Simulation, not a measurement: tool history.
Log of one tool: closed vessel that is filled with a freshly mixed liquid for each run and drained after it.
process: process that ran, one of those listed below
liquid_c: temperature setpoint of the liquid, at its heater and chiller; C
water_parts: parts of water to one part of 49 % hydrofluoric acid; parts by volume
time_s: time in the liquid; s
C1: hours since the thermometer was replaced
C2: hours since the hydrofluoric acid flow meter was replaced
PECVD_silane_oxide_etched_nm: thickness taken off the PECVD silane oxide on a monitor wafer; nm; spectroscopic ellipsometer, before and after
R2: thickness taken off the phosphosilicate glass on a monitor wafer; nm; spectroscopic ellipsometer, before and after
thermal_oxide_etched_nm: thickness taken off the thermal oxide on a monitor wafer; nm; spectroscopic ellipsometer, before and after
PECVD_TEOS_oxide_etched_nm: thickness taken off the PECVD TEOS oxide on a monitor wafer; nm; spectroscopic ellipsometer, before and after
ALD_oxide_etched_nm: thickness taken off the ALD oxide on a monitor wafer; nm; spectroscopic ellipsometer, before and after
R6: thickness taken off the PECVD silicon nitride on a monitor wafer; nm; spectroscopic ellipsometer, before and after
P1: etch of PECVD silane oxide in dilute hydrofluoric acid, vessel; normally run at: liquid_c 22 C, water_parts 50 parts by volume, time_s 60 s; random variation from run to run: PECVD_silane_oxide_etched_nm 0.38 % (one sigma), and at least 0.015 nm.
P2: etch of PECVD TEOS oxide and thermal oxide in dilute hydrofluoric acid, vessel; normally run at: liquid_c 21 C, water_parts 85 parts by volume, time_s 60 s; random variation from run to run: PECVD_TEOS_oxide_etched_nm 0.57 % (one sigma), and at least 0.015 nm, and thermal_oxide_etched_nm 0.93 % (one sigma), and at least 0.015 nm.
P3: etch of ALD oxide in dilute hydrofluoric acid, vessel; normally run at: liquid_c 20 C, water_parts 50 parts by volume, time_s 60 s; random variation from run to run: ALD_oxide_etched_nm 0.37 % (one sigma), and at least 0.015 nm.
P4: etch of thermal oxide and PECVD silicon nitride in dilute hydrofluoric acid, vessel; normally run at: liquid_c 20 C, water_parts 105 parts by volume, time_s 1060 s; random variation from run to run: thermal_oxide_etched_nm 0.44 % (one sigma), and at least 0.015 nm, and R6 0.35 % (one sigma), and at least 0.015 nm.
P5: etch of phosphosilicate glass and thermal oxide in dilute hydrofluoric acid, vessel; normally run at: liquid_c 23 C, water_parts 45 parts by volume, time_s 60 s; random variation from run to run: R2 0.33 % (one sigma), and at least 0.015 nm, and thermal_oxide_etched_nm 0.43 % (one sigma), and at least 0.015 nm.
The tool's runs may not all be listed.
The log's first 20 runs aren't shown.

{"run": 21, "day": 8.596, "process": "P3", "liquid_c": 26.5, "water_parts": 50, "time_s": 60, "C1": 1367.1, "C2": 853.4, "ALD_oxide_etched_nm": 24.557}
{"run": 22, "day": 8.871, "process": "P4", "liquid_c": 20, "water_parts": 105, "time_s": 1060, "C1": 1373.7, "C2": 860, "thermal_oxide_etched_nm": 37.813, "R6": 23.835}
{"run": 23, "day": 9.208, "process": "P1", "liquid_c": 22, "water_parts": 50, "time_s": 60, "C1": 1381.8, "C2": 868.1, "PECVD_silane_oxide_etched_nm": 36.532}
{"run": 24, "day": 9.5, "process": "P1", "liquid_c": 17, "water_parts": 50, "time_s": 60, "C1": 1388.8, "C2": 875.1, "PECVD_silane_oxide_etched_nm": 29.45}
{"run": 25, "day": 9.767, "process": "P2", "liquid_c": 21, "water_parts": 85, "time_s": 60, "C1": 1395.2, "C2": 881.5, "thermal_oxide_etched_nm": 3.0083, "PECVD_TEOS_oxide_etched_nm": 8.4009}
{"run": 26, "day": 10.321, "process": "P2", "liquid_c": 21, "water_parts": 145, "time_s": 60, "C1": 1408.5, "C2": 894.8, "thermal_oxide_etched_nm": 1.6828, "PECVD_TEOS_oxide_etched_nm": 4.6744}
{"run": 27, "day": 10.783, "process": "P4", "liquid_c": 20, "water_parts": 40, "time_s": 1060, "C1": 1419.6, "C2": 905.9, "thermal_oxide_etched_nm": 108.15, "R6": 61.64}
{"run": 28, "day": 11.25, "process": "P4", "liquid_c": 20, "water_parts": 105, "time_s": 1525, "C1": 1430.8, "C2": 917.1, "thermal_oxide_etched_nm": 55.021, "R6": 34.379}
{"run": 29, "day": 11.829, "process": "P1", "liquid_c": 22, "water_parts": 70, "time_s": 60, "C1": 1444.7, "C2": 931, "PECVD_silane_oxide_etched_nm": 25.334}
{"run": 30, "day": 12.321, "process": "P1", "liquid_c": 22, "water_parts": 20, "time_s": 30, "C1": 1456.5, "C2": 942.8, "PECVD_silane_oxide_etched_nm": 47.584}
{"run": 31, "day": 12.775, "process": "P1", "liquid_c": 22, "water_parts": 50, "time_s": 30, "C1": 1467.4, "C2": 953.7, "PECVD_silane_oxide_etched_nm": 18.202}
{"run": 32, "day": 13.254, "process": "P3", "liquid_c": 20, "water_parts": 30, "time_s": 60, "C1": 1478.9, "C2": 965.2, "ALD_oxide_etched_nm": 31.919}

Run 33 comes next. What will it give?
{"run": 33, "day": 13.775, "process": "P5", "liquid_c": 29, "water_parts": 45, "time_s": 60, "C1": 1491.4, "C2": 977.7, "R2": "?", "thermal_oxide_etched_nm": "?"}

R2: 105.94 nm
thermal_oxide_etched_nm: 8.1808 nm

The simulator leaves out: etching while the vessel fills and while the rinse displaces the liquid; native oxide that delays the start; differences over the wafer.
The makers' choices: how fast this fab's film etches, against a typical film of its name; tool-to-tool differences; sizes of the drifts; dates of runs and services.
